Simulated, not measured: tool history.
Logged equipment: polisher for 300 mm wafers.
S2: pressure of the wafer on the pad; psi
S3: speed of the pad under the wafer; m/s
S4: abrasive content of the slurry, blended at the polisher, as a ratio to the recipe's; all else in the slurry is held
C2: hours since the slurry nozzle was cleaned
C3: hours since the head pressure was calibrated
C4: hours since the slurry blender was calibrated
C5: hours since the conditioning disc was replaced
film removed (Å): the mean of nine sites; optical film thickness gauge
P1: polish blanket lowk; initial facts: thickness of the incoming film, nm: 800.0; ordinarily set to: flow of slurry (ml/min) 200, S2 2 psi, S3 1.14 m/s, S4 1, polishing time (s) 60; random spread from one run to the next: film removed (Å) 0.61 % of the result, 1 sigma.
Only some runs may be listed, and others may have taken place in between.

Run 1, hour 4.1: flow of slurry (ml/min) 200, S2 2 psi, S3 1.14 m/s, S4 1, polishing time (s) 60; wafers polished on this pad 263; C2 420.9; C3 206; C4 120.8; C5 56.1. Result: film removed (Å) 282.85.
Run 2, hour 9.3: flow of slurry (ml/min) 305, S2 2 psi, S3 1.14 m/s, S4 1, polishing time (s) 60; wafers polished on this pad 303; C2 426.1; C3 211.2; C4 126; C5 61.3. Result: film removed (Å) 301.69.
Run 3, hour 13.5: flow of slurry (ml/min) 200, S2 2 psi, S3 1.14 m/s, S4 1.25, polishing time (s) 60; wafers polished on this pad 335; C2 430.3; C3 215.4; C4 130.2; C5 65.5. Result: film removed (Å) 312.45.
Run 4, hour 16.2: flow of slurry (ml/min) 200, S2 0.9 psi, S3 1.14 m/s, S4 1, polishing time (s) 60; wafers polished on this pad 355; C2 433; C3 218.1; C4 132.9; C5 68.2. Result: film removed (Å) 130.13.
Run 5, hour 19.1: flow of slurry (ml/min) 200, S2 2 psi, S3 0.54 m/s, S4 1, polishing time (s) 60; wafers polished on this pad 378; C2 435.9; C3 221; C4 135.8; C5 71.1. Result: film removed (Å) 156.95.
Run 6, hour 24.1: flow of slurry (ml/min) 200, S2 2 psi, S3 1.14 m/s, S4 1, polishing time (s) 60; wafers polished on this pad 416; C2 440.9; C3 226; C4 140.8; C5 76.1. Result: film removed (Å) 286.22.
Run 7, hour 29.5: flow of slurry (ml/min) 200, S2 2 psi, S3 1.76 m/s, S4 1, polishing time (s) 60; wafers polished on this pad 457; C2 446.3; C3 231.4; C4 146.2; C5 81.5. Result: film removed (Å) 404.52.
Run 8, hour 32.7: flow of slurry (ml/min) 200, S2 2 psi, S3 1.14 m/s, S4 1, polishing time (s) 79; wafers polished on this pad 481; C2 449.5; C3 234.6; C4 149.4; C5 84.7. Result: film removed (Å) 379.82.
Run 9, hour 37.9: flow of slurry (ml/min) 125, S2 2 psi, S3 1.14 m/s, S4 1, polishing time (s) 60; wafers polished on this pad 521; C2 454.7; C3 239.8; C4 154.6; C5 89.9. Result: film removed (Å) 263.43.
Run 10, hour 41.8: flow of slurry (ml/min) 200, S2 2.9 psi, S3 1.14 m/s, S4 1, polishing time (s) 28; wafers polished on this pad 551; C2 458.6; C3 243.7; C4 158.5; C5 93.8. Result: film removed (Å) 194.3.
Run 11, hour 47.1: flow of slurry (ml/min) 200, S2 2.8 psi, S3 1.14 m/s, S4 1, polishing time (s) 60; wafers polished on this pad 591; C2 463.9; C3 249; C4 163.8; C5 99.1. Result: film removed (Å) 404.42.
Run 12, hour 50.2: flow of slurry (ml/min) 200, S2 2 psi, S3 1.14 m/s, S4 0.6, polishing time (s) 60; wafers polished on this pad 615; C2 467; C3 252.1; C4 166.9; C5 102.2. Result: film removed (Å) 221.84.
Run 13, hour 54: flow of slurry (ml/min) 200, S2 2 psi, S3 0.7 m/s, S4 1, polishing time (s) 29; wafers polished on this pad 644; C2 470.8; C3 255.9; C4 170.7; C5 106. Result: film removed (Å) 95.011.
Run 14, hour 59.6: flow of slurry (ml/min) 200, S2 2 psi, S3 1.14 m/s, S4 1, polishing time (s) 60; wafers polished on this pad 687; C2 476.4; C3 261.5; C4 176.3; C5 111.6. Result: film removed (Å) 285.26.
Run 15, hour 62.5: flow of slurry (ml/min) 200, S2 2 psi, S3 1.14 m/s, S4 1, polishing time (s) 39; wafers polished on this pad 709; C2 479.3; C3 264.4; C4 179.2; C5 114.5. Result: film removed (Å) 188.84.
At hour 66.9: head pressure recalibrated.
Run 16, hour 67.7: flow of slurry (ml/min) 255, S2 2.6 psi, S3 1.14 m/s, S4 1, polishing time (s) 60; wafers polished on this pad 749; C2 484.5; C3 0.8; C4 184.4; C5 119.7. Result: film removed (Å) 378.77.
Run 17, hour 71.8: flow of slurry (ml/min) 200, S2 2 psi, S3 1.14 m/s, S4 1, polishing time (s) 60; wafers polished on this pad 780; C2 488.6; C3 4.9; C4 188.5; C5 123.8. Result: film removed (Å) 285.02.
Run 18, hour 76.6: flow of slurry (ml/min) 200, S2 2 psi, S3 1.14 m/s, S4 1, polishing time (s) 60; wafers polished on this pad 817; C2 493.4; C3 9.7; C4 193.3; C5 128.6. Result: film removed (Å) 285.16.
Run 19, hour 79.6: flow of slurry (ml/min) 200, S2 2 psi, S3 1.14 m/s, S4 1, polishing time (s) 60; wafers polished on this pad 840; C2 496.4; C3 12.7; C4 196.3; C5 131.6. Result: film removed (Å) 285.28.
Run 20, hour 82.2: flow of slurry (ml/min) 200, S2 2 psi, S3 1.14 m/s, S4 1, polishing time (s) 60; wafers polished on this pad 859; C2 499; C3 15.3; C4 198.9; C5 134.2. Result: film removed (Å) 286.68.
Run 21, hour 85.4: flow of slurry (ml/min) 200, S2 2 psi, S3 1.14 m/s, S4 1, polishing time (s) 60; wafers polished on this pad 884; C2 502.2; C3 18.5; C4 202.1; C5 137.4. Result: film removed (Å) 280.16.
Run 22, hour 89.7: flow of slurry (ml/min) 200, S2 2 psi, S3 1.14 m/s, S4 1, polishing time (s) 60; wafers polished on this pad 917; C2 506.5; C3 22.8; C4 206.4; C5 141.7. Result: film removed (Å) 277.64.
Run 23, hour 94.2: flow of slurry (ml/min) 200, S2 2 psi, S3 1.14 m/s, S4 1, polishing time (s) 60; wafers polished on this pad 951; C2 511; C3 27.3; C4 210.9; C5 146.2. Result: film removed (Å) 271.69.
Run 24, hour 98.6: flow of slurry (ml/min) 200, S2 2 psi, S3 1.14 m/s, S4 1, polishing time (s) 60; wafers polished on this pad 985; C2 515.4; C3 31.7; C4 215.3; C5 150.6. Result: film removed (Å) 272.37.
Run 25, hour 103.4: flow of slurry (ml/min) 200, S2 2 psi, S3 1.14 m/s, S4 1, polishing time (s) 60; wafers polished on this pad 1021; C2 520.2; C3 36.5; C4 220.1; C5 155.4. Result: film removed (Å) 269.72.
At hour 104.7: head pressure recalibrated.
At hour 108.3: worn pad replaced by a new one.
Run 26, hour 109.1: flow of slurry (ml/min) 200, S2 2 psi, S3 1.14 m/s, S4 1, polishing time (s) 60; wafers polished on this pad 6; C2 525.9; C3 4.5; C4 225.8; C5 161.1. Result: film removed (Å) 268.08.
At hour 109.2: conditioning disc replaced and pad reconditioned.
Run 27, hour 113.8: flow of slurry (ml/min) 200, S2 2 psi, S3 1.14 m/s, S4 1, polishing time (s) 60; wafers polished on this pad 42; C2 530.6; C3 9.2; C4 230.5; C5 4.6. Result: film removed (Å) 268.78.
Run 28, hour 118.8: flow of slurry (ml/min) 200, S2 2 psi, S3 1.14 m/s, S4 1, polishing time (s) 60; wafers polished on this pad 80; C2 535.6; C3 14.2; C4 235.5; C5 9.6. Result: film removed (Å) 268.53.

The output of P1 has drifted from where it used to be. Each of the 2 causes below, taken at the size shown beside it, accounts for the log equally well:
A: abrasive missing from the slurry, % = 14.5
B: slurry flow missing at the pad, % = 36.4
The gradual shift began around hour 82.2.
Excluded causes, each with its reason:
removal rate lost through wear of the pad, %: serviced after onset, at hour 108.3, with no recovery of the prior output
head's pressure below its setpoint, %: serviced after onset, at hour 104.7, with no recovery of the prior output
time polished since the conditioner stopped cutting, s: serviced after onset, at hour 109.2, with no recovery of the prior output

Each of the check runs listed below is run on 5 wafers and reports their average, with the results left as question marks. Pick the one under which the possible causes would lead to clearly different results.
Run check 1, hour 123.8: flow of slurry (ml/min) 200, S2 2.8 psi, S3 0.62 m/s, S4 1, polishing time (s) 60. Result: film removed (Å) ?.
Run check 2, hour 123.8: flow of slurry (ml/min) 305, S2 2 psi, S3 1.14 m/s, S4 1, polishing time (s) 60. Result: film removed (Å) ?.
Run check 3, hour 123.8: flow of slurry (ml/min) 200, S2 2.5 psi, S3 1.14 m/s, S4 1, polishing time (s) 60. Result: film removed (Å) ?.
Run check 4, hour 123.8: flow of slurry (ml/min) 200, S2 1.2 psi, S3 1.14 m/s, S4 1, polishing time (s) 60. Result: film removed (Å) ?.

Outcome of each check run for each possible cause:
  check            result    if A    if B
check 1  film removed (Å)  228.99  228.96
check 2  film removed (Å)  278.78  285.61
check 3  film removed (Å)  332.83  332.77
check 4  film removed (Å)  159.76  159.73
Smallest distance between any two causes, each pair judged by its most separating result, in per cent: check 1 0.02 %; check 2 2.42 %; check 3 0.02 %; check 4 0.02 %
Of the check runs offered, only check 2 discriminates between the causes; the rest would read about the same regardless of which cause applies.

After running check 2, the following was obtained: film removed (Å) 285.44. Which cause does this point to?

It was cause B: slurry flow missing at the pad, %.

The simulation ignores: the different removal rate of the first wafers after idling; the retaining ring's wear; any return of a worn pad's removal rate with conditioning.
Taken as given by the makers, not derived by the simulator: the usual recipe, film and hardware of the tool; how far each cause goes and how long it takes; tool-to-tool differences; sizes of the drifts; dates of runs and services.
